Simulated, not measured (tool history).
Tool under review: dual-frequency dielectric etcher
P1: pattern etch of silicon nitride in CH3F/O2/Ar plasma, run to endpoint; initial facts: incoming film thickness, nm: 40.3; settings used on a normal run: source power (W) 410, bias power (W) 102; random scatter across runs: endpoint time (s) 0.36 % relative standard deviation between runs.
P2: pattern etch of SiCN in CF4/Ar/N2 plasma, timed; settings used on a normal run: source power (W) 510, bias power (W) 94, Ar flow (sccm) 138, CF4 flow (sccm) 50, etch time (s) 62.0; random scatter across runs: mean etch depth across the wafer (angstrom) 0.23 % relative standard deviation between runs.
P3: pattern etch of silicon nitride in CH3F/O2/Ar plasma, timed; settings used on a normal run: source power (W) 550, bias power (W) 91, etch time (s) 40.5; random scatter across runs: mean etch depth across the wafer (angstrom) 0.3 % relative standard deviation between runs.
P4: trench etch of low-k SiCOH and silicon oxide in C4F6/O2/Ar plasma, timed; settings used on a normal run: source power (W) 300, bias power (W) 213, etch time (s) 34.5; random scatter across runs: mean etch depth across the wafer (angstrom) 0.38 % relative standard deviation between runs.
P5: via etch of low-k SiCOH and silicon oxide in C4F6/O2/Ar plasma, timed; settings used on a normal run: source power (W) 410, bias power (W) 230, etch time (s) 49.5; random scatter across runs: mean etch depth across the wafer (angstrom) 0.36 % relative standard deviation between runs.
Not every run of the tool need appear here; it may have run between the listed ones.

run,hour,process that ran,source power (W),bias power (W),Ar flow (sccm),CF4 flow (sccm),etch time (s),endpoint time (s),mean etch depth across the wafer (angstrom)
1,8.9,P1,410,102,,,,49.997,
2,17.6,P1,410,70,,,,57.082,
3,28.9,P1,560,102,,,,44.154,
4,35.3,P2,510,94,138,31,62.0,,538.21
5,46.1,P5,410,159,,,49.5,,1352.80
6,57.7,P2,510,94,177,50,62.0,,557.13
7,65.1,P1,320,102,,,,54.994,
8,73.2,P5,540,230,,,49.5,,1694.10
9,85.2,P1,410,128,,,,45.854,
10,94.5,P3,410,91,,,40.5,,307.96
11,106.7,P1,410,102,,,,49.822,
12,116.6,P3,550,91,,,53.0,,453.62
13,125.3,P4,300,213,,,34.5,,1048.90
14,132.3,P5,410,230,,,49.5,,1526.10
15,138.4,P1,410,102,,,,49.975,
16,149.8,P4,300,213,,,52.0,,1579.90
17,161.1,P1,410,102,,,,50.020,
18,170.1,P1,410,102,,,,50.010,
19,176.6,P2,510,61,138,50,62.0,,491.06
20,186.5,P3,550,116,,,40.5,,375.43
21,191.8,P4,300,129,,,34.5,,896.01
22,197.8,P2,610,94,138,50,62.0,,674.59
23,203.6,P1,410,102,,,,50.208,
24,211.2,P4,400,213,,,34.5,,1176.60
25,216.7,P1,410,102,,,,50.367,
26,224.4,P5,410,230,,,32.0,,985.95
27,231.0,P1,490,127,,,,43.046,
28,238.7,P3,550,91,,,40.5,,343.94
29,250.9,P2,510,94,138,50,41.0,,383.26
30,257.9,P2,510,94,138,50,62.0,,579.46
31,264.1,P1,530,83,,,,49.060,
32,274.1,P1,410,102,,,,49.981,
33,284.2,P1,410,102,,,,49.547,
34,293.1,P1,410,102,,,,49.572,
35,302.1,P1,410,102,,,,49.029,
36,310.1,P1,410,102,,,,49.213,

What does the tool deliver on the next run?
# hour 322.6: wet clean of the chamber
37,322.6,P1,410,102,,,,?,

endpoint time (s): 49.049
